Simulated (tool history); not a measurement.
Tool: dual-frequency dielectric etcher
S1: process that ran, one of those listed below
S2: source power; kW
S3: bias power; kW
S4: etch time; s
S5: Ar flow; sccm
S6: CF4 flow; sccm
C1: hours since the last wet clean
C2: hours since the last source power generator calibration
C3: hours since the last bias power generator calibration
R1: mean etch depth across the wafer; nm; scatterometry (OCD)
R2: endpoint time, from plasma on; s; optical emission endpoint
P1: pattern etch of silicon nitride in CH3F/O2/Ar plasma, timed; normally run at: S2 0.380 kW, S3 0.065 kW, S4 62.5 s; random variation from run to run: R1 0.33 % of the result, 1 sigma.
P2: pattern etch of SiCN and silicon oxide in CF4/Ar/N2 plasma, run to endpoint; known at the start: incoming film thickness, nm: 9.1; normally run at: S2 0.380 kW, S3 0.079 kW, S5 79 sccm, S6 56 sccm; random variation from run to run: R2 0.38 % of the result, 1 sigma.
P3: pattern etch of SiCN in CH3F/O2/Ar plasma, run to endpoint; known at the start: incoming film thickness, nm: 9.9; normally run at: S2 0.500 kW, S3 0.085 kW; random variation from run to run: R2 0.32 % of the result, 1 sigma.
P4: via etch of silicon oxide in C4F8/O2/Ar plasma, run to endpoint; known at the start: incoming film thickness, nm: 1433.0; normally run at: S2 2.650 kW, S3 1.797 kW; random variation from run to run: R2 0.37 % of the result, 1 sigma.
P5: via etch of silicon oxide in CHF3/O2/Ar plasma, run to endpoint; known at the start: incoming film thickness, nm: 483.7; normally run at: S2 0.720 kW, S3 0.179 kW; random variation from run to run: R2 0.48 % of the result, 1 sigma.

Run 1, day 0.521: S1 P1, S2 0.380 kW, S3 0.065 kW, S4 62.5 s; C1 494.2; C2 1230.1; C3 2534.7. Result: R1 41.639 nm.
Run 2, day 0.912: S1 P1, S2 0.380 kW, S3 0.049 kW, S4 62.5 s; C1 503.6; C2 1239.5; C3 2544.1. Result: R1 38.062 nm.
Run 3, day 1.254: S1 P5, S2 0.720 kW, S3 0.179 kW; C1 511.8; C2 1247.7; C3 2552.3. Result: R2 227.820 s.
Run 4, day 1.550: S1 P3, S2 0.500 kW, S3 0.085 kW; C1 518.9; C2 1254.8; C3 2559.4. Result: R2 22.360 s.
At day 1.879: source power generator calibrated.
Run 5, day 1.946: S1 P5, S2 0.720 kW, S3 0.111 kW; C1 528.4; C2 1.6; C3 2568.9. Result: R2 264.670 s.
Run 6, day 2.512: S1 P3, S2 0.500 kW, S3 0.055 kW; C1 542.0; C2 15.2; C3 2582.5. Result: R2 25.939 s.
Run 7, day 2.821: S1 P3, S2 0.670 kW, S3 0.085 kW; C1 549.4; C2 22.6; C3 2589.9. Result: R2 19.956 s.
Run 8, day 3.271: S1 P2, S2 0.380 kW, S3 0.079 kW, S5 79 sccm, S6 76 sccm; C1 560.2; C2 33.4; C3 2600.7. Result: R2 11.819 s.
Run 9, day 3.671: S1 P2, S2 0.380 kW, S3 0.079 kW, S5 56 sccm, S6 56 sccm; C1 569.8; C2 43.0; C3 2610.3. Result: R2 11.664 s.
Run 10, day 4.104: S1 P1, S2 0.300 kW, S3 0.065 kW, S4 62.5 s; C1 580.2; C2 53.4; C3 2620.7. Result: R1 38.068 nm.
Run 11, day 4.512: S1 P1, S2 0.380 kW, S3 0.052 kW, S4 76.0 s; C1 590.0; C2 63.2; C3 2630.5. Result: R1 47.113 nm.
Run 12, day 5.121: S1 P4, S2 2.650 kW, S3 1.797 kW; C1 604.6; C2 77.8; C3 2645.1. Result: R2 255.930 s.
Run 13, day 5.454: S1 P4, S2 2.650 kW, S3 1.797 kW; C1 612.6; C2 85.8; C3 2653.1. Result: R2 256.780 s.
Run 14, day 6.075: S1 P1, S2 0.380 kW, S3 0.080 kW, S4 43.5 s; C1 627.5; C2 100.7; C3 2668.0. Result: R1 31.148 nm.
Run 15, day 6.421: S1 P4, S2 1.970 kW, S3 1.797 kW; C1 635.8; C2 109.0; C3 2676.3. Result: R2 290.820 s.
Run 16, day 6.954: S1 P5, S2 0.720 kW, S3 0.179 kW; C1 648.6; C2 121.8; C3 2689.1. Result: R2 230.090 s.
Run 17, day 7.571: S1 P4, S2 2.650 kW, S3 1.451 kW; C1 663.4; C2 136.6; C3 2703.9. Result: R2 271.930 s.
Run 18, day 8.192: S1 P1, S2 0.460 kW, S3 0.065 kW, S4 62.5 s; C1 678.3; C2 151.5; C3 2718.8. Result: R1 44.931 nm.
Run 19, day 8.571: S1 P1, S2 0.380 kW, S3 0.086 kW, S4 62.5 s; C1 687.4; C2 160.6; C3 2727.9. Result: R1 46.095 nm.
Run 20, day 9.083: S1 P1, S2 0.380 kW, S3 0.065 kW, S4 62.5 s; C1 699.7; C2 172.9; C3 2740.2. Result: R1 41.471 nm.
Run 21, day 9.571: S1 P1, S2 0.380 kW, S3 0.065 kW, S4 41.5 s; C1 711.4; C2 184.6; C3 2751.9. Result: R1 27.732 nm.
Run 22, day 9.904: S1 P1, S2 0.380 kW, S3 0.065 kW, S4 62.5 s; C1 719.4; C2 192.6; C3 2759.9. Result: R1 41.434 nm.
Run 23, day 10.238: S1 P1, S2 0.380 kW, S3 0.065 kW, S4 62.5 s; C1 727.4; C2 200.6; C3 2767.9. Result: R1 41.554 nm.
Run 24, day 10.642: S1 P3, S2 0.500 kW, S3 0.085 kW; C1 737.1; C2 210.3; C3 2777.6. Result: R2 22.296 s.
Run 25, day 11.171: S1 P2, S2 0.380 kW, S3 0.079 kW, S5 79 sccm, S6 56 sccm; C1 749.8; C2 223.0; C3 2790.3. Result: R2 12.298 s.
Run 26, day 11.708: S1 P1, S2 0.530 kW, S3 0.043 kW, S4 62.5 s; C1 762.7; C2 235.9; C3 2803.2. Result: R1 41.611 nm.

Run 27 comes next. What will it give?
Run 27, day 12.092: S1 P1, S2 0.380 kW, S3 0.065 kW, S4 77.5 s; C1 771.9; C2 245.1; C3 2812.4. Result: R1 ?.

Run 27 gave R1 51.656 nm.
